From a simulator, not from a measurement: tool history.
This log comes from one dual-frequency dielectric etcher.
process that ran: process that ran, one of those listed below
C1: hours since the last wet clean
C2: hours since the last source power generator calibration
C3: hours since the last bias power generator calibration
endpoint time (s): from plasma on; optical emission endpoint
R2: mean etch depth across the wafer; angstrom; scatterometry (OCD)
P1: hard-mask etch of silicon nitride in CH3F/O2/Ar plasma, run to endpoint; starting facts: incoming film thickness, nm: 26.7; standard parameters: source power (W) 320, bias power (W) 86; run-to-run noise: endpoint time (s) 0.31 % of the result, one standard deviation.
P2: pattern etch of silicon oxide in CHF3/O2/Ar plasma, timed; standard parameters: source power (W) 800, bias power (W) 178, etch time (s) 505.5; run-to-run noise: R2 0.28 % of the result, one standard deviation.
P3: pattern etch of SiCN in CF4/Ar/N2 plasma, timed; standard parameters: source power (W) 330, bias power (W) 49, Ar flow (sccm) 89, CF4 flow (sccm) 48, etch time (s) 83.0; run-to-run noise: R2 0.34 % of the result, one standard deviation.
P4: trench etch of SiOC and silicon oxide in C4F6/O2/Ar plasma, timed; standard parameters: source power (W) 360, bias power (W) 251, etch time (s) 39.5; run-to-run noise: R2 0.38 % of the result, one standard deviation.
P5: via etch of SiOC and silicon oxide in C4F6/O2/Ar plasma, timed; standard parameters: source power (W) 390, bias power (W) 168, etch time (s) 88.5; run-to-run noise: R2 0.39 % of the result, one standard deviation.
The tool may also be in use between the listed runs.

Run 1, hour 11.1: process that ran P1, source power (W) 320, bias power (W) 86; C1 96.9; C2 1836.1; C3 1116.6. Result: endpoint time (s) 39.796.
Run 2, hour 20.8: process that ran P5, source power (W) 390, bias power (W) 168, etch time (s) 88.5; C1 106.6; C2 1845.8; C3 1126.3. Result: R2 983.09 angstrom.
Run 3, hour 38.8: process that ran P4, source power (W) 360, bias power (W) 251, etch time (s) 39.5; C1 124.6; C2 1863.8; C3 1144.3. Result: R2 823.89 angstrom.
Run 4, hour 50.4: process that ran P1, source power (W) 400, bias power (W) 86; C1 136.2; C2 1875.4; C3 1155.9. Result: endpoint time (s) 36.699.
Run 5, hour 67.3: process that ran P3, source power (W) 330, bias power (W) 49, etch time (s) 115.0, Ar flow (sccm) 89, CF4 flow (sccm) 48; C1 153.1; C2 1892.3; C3 1172.8. Result: R2 623.15 angstrom.
Run 6, hour 79.2: process that ran P1, source power (W) 320, bias power (W) 60; C1 165.0; C2 1904.2; C3 1184.7. Result: endpoint time (s) 44.872.
Run 7, hour 93.6: process that ran P2, source power (W) 800, bias power (W) 178, etch time (s) 505.5; C1 179.4; C2 1918.6; C3 1199.1. Result: R2 10582.00 angstrom.
Run 8, hour 110.4: process that ran P3, source power (W) 330, bias power (W) 49, etch time (s) 83.0, Ar flow (sccm) 89, CF4 flow (sccm) 66; C1 196.2; C2 1935.4; C3 1215.9. Result: R2 475.08 angstrom.
Run 9, hour 120.4: process that ran P5, source power (W) 390, bias power (W) 168, etch time (s) 129.5; C1 206.2; C2 1945.4; C3 1225.9. Result: R2 1439.10 angstrom.
Run 10, hour 136.7: process that ran P1, source power (W) 320, bias power (W) 86; C1 222.5; C2 1961.7; C3 1242.2. Result: endpoint time (s) 39.897.
Run 11, hour 150.3: process that ran P2, source power (W) 800, bias power (W) 178, etch time (s) 505.5; C1 236.1; C2 1975.3; C3 1255.8. Result: R2 10642.00 angstrom.
Run 12, hour 165.9: process that ran P2, source power (W) 800, bias power (W) 220, etch time (s) 505.5; C1 251.7; C2 1990.9; C3 1271.4. Result: R2 11467.00 angstrom.
Run 13, hour 183.1: process that ran P3, source power (W) 240, bias power (W) 49, etch time (s) 83.0, Ar flow (sccm) 89, CF4 flow (sccm) 48; C1 268.9; C2 2008.1; C3 1288.6. Result: R2 340.79 angstrom.
Run 14, hour 200.4: process that ran P3, source power (W) 330, bias power (W) 49, etch time (s) 83.0, Ar flow (sccm) 117, CF4 flow (sccm) 48; C1 286.2; C2 2025.4; C3 1305.9. Result: R2 430.35 angstrom.
Run 15, hour 210.0: process that ran P1, source power (W) 320, bias power (W) 86; C1 295.8; C2 2035.0; C3 1315.5. Result: endpoint time (s) 39.881.
Run 16, hour 228.3: process that ran P1, source power (W) 260, bias power (W) 86; C1 314.1; C2 2053.3; C3 1333.8. Result: endpoint time (s) 43.085.
Run 17, hour 238.1: process that ran P2, source power (W) 1060, bias power (W) 178, etch time (s) 505.5; C1 323.9; C2 2063.1; C3 1343.6. Result: R2 11841.00 angstrom.
Run 18, hour 247.8: process that ran P4, source power (W) 450, bias power (W) 251, etch time (s) 39.5; C1 333.6; C2 2072.8; C3 1353.3. Result: R2 902.27 angstrom.
Run 19, hour 259.1: process that ran P3, source power (W) 330, bias power (W) 32, etch time (s) 83.0, Ar flow (sccm) 89, CF4 flow (sccm) 48; C1 344.9; C2 2084.1; C3 1364.6. Result: R2 395.47 angstrom.
Run 20, hour 271.4: process that ran P4, source power (W) 360, bias power (W) 251, etch time (s) 24.0; C1 357.2; C2 2096.4; C3 1376.9. Result: R2 502.23 angstrom.
Run 21, hour 280.1: process that ran P5, source power (W) 510, bias power (W) 168, etch time (s) 88.5; C1 365.9; C2 2105.1; C3 1385.6. Result: R2 1099.00 angstrom.
Run 22, hour 294.9: process that ran P1, source power (W) 320, bias power (W) 103; C1 380.7; C2 2119.9; C3 1400.4. Result: endpoint time (s) 37.386.
Run 23, hour 304.6: process that ran P5, source power (W) 390, bias power (W) 168, etch time (s) 88.5; C1 390.4; C2 2129.6; C3 1410.1. Result: R2 987.79 angstrom.
Run 24, hour 316.3: process that ran P1, source power (W) 210, bias power (W) 120; C1 402.1; C2 2141.3; C3 1421.8. Result: endpoint time (s) 41.140.
Run 25, hour 324.9: process that ran P1, source power (W) 320, bias power (W) 86; C1 410.7; C2 2149.9; C3 1430.4. Result: endpoint time (s) 39.786.
Run 26, hour 341.3: process that ran P2, source power (W) 800, bias power (W) 178, etch time (s) 754.5; C1 427.1; C2 2166.3; C3 1446.8. Result: R2 15935.00 angstrom.
At hour 347.9: bias power generator calibrated.
Run 27, hour 357.6: process that ran P4, source power (W) 360, bias power (W) 177, etch time (s) 39.5; C1 443.4; C2 2182.6; C3 9.8. Result: R2 738.75 angstrom.

Run 28, settings as shown, results not yet in. Your forecast:
Run 28, hour 371.0: process that ran P3, source power (W) 330, bias power (W) 49, etch time (s) 83.0, Ar flow (sccm) 89, CF4 flow (sccm) 48; C1 456.8; C2 2196.0; C3 23.2. Result: R2 ?.

Logged for run 28: R2 452.14 angstrom.
